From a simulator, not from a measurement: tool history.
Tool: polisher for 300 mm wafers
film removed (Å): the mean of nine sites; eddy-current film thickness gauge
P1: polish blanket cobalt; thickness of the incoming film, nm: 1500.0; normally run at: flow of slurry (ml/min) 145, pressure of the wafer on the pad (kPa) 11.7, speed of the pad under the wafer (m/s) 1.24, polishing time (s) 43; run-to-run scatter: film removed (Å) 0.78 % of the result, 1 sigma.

| run | hour | flow of slurry (ml/min) | pressure of the wafer on the pad (kPa) | speed of the pad under the wafer (m/s) | polishing time (s) | film removed (Å) |
|---|---|---|---|---|---|---|
| 1 | 14.6 | 145 | 11.7 | 1.24 | 43 | 2522.50 |
| 2 | 26.8 | 145 | 11.7 | 1.24 | 43 | 2544.50 |
| 3 | 37.1 | 145 | 17.2 | 1.24 | 43 | 3688.70 |
| 4 | 53.6 | 145 | 11.7 | 1.24 | 43 | 2509.80 |
| 5 | 71.4 | 145 | 11.7 | 1.24 | 30 | 1765.40 |
| 6 | 85.1 | 145 | 11.7 | 1.24 | 63 | 3698.10 |
| 7 | 101.8 | 145 | 11.7 | 0.56 | 33 | 868.69 |
| 8 | 113.6 | 145 | 11.7 | 0.76 | 43 | 1529.20 |
| 9 | 126.7 | 145 | 11.7 | 1.24 | 43 | 2492.30 |
| 10 | 138.4 | 145 | 11.7 | 1.62 | 43 | 3295.70 |
| 11 | 146.6 | 85 | 11.7 | 1.24 | 43 | 2230.60 |
| 12 | 163.3 | 145 | 6.2 | 1.24 | 43 | 1329.90 |
| 13 | 181.1 | 185 | 11.7 | 1.24 | 43 | 2635.20 |
| 14 | 199.4 | 145 | 11.7 | 1.24 | 43 | 2482.90 |
| 15 | 209.3 | 145 | 11.7 | 1.24 | 43 | 2499.10 |
| 16 | 225.1 | 145 | 11.7 | 1.24 | 43 | 2384.20 |
| 17 | 241.3 | 145 | 11.7 | 1.24 | 43 | 2328.40 |
|  | 251.8 | head pressure recalibrated |
| 18 | 255.5 | 145 | 11.7 | 1.24 | 43 | 2298.80 |
| 19 | 270.8 | 145 | 11.7 | 1.24 | 43 | 2293.40 |
| 20 | 289.2 | 145 | 11.7 | 1.24 | 43 | 2295.00 |
| 21 | 297.6 | 145 | 11.7 | 1.24 | 43 | 2247.40 |
| 22 | 310.1 | 145 | 11.7 | 1.24 | 43 | 2239.00 |
| 23 | 320.1 | 145 | 11.7 | 1.24 | 43 | 2251.10 |
| 24 | 337.4 | 145 | 11.7 | 1.24 | 43 | 2236.80 |

What P1 gives has crept away from where it was. These 2 causes fit the log equally well, each at the size given:
A: slurry flow missing at the pad, % = 39.2
B: removal rate lost through wear of the pad, % = 10.5
The creep began at about hour 199.4.
Why every other cause is out:
head's pressure below its setpoint, %: serviced at hour 251.8, which brought nothing back

4 check runs are offered, one wafer each, their results left as question marks. Which one tells the causes apart?
| check 1 | 354.7 | 90 | 11.7 | 1.24 | 51 | ? |
| check 2 | 354.7 | 145 | 8.3 | 1.24 | 53 | ? |
| check 3 | 354.7 | 145 | 11.7 | 1.24 | 59 | ? |
| check 4 | 354.7 | 145 | 7.6 | 1.24 | 43 | ? |

What each check would give under each cause:
| check | result | if A | if B |
|---|---|---|---|
| check 1 | film removed (Å) | 2268.40 | 2402.80 |
| check 2 | film removed (Å) | 1958.30 | 1959.50 |
| check 3 | film removed (Å) | 3088.30 | 3090.30 |
| check 4 | film removed (Å) | 1456.40 | 1457.30 |
How far apart the two closest causes lie, in the result that separates them most: check 1 5.76 %; check 2 0.06 %; check 3 0.06 %; check 4 0.06 %
Only check 1 tells the causes apart: in the others they would give nearly the same result.

Then check 1 was run and gave: film removed (Å) 2245.50. Which cause is it?

It is A: slurry flow missing at the pad, %.
